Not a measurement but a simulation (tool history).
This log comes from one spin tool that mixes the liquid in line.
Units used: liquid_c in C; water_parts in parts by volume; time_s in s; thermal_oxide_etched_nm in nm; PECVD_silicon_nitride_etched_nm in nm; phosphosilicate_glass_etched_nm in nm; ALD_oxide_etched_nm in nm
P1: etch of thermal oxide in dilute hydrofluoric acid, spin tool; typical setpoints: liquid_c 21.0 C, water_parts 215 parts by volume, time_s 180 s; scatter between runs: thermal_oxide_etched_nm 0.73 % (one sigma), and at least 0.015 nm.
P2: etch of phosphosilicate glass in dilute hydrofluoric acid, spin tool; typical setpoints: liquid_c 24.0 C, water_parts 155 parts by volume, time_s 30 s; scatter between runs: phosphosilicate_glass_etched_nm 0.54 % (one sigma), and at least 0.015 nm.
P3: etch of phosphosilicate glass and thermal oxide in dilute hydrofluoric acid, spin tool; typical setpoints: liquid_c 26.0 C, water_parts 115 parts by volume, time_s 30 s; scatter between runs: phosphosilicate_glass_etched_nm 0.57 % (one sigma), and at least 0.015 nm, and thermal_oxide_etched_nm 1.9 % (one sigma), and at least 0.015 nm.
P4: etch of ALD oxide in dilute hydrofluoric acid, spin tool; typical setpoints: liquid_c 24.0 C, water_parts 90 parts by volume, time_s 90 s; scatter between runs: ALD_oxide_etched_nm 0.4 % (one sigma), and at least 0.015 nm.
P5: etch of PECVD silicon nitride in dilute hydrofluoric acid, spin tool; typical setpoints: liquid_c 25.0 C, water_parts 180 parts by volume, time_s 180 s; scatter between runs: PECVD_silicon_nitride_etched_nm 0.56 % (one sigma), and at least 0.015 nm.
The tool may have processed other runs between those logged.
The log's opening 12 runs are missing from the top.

| run | hour | process | liquid_c | water_parts | time_s | thermal_oxide_etched_nm | PECVD_silicon_nitride_etched_nm | phosphosilicate_glass_etched_nm | ALD_oxide_etched_nm |
|---|---|---|---|---|---|---|---|---|---|
| 13 | 77.6 | P2 | 28.0 | 155 | 30 |  |  | 23.924 |  |
| 14 | 83.2 | P1 | 21.0 | 215 | 180 | 3.16570 |  |  |  |
| 15 | 87.9 | P1 | 17.0 | 215 | 180 | 2.69990 |  |  |  |
| 16 | 91.4 | P3 | 26.0 | 45 | 30 | 3.83690 |  | 61.827 |  |
| 17 | 97.3 | P1 | 27.5 | 215 | 180 | 3.94460 |  |  |  |
| 18 | 103.4 | P3 | 26.0 | 115 | 65 | 2.91880 |  | 47.277 |  |
| 19 | 108.8 | P4 | 24.0 | 90 | 90 |  |  |  | 11.571 |
| 20 | 112.9 | P2 | 24.0 | 230 | 30 |  |  | 12.826 |  |
| 21 | 118.2 | P3 | 26.0 | 115 | 30 | 1.34520 |  | 21.921 |  |
| 22 | 125.1 | P1 | 21.0 | 215 | 305 | 5.38540 |  |  |  |
| 23 | 132.2 | P3 | 26.0 | 115 | 30 | 1.34990 |  | 21.935 |  |
| 24 | 138.0 | P2 | 24.0 | 155 | 55 |  |  | 38.056 |  |
| 25 | 145.9 | P3 | 18.0 | 115 | 30 | 1.00680 |  | 16.039 |  |

Run 26 has not been measured yet. What should we expect?
| 26 | 152.6 | P4 | 24.0 | 90 | 145 |  |  |  | ? |

ALD_oxide_etched_nm: 18.685 nm
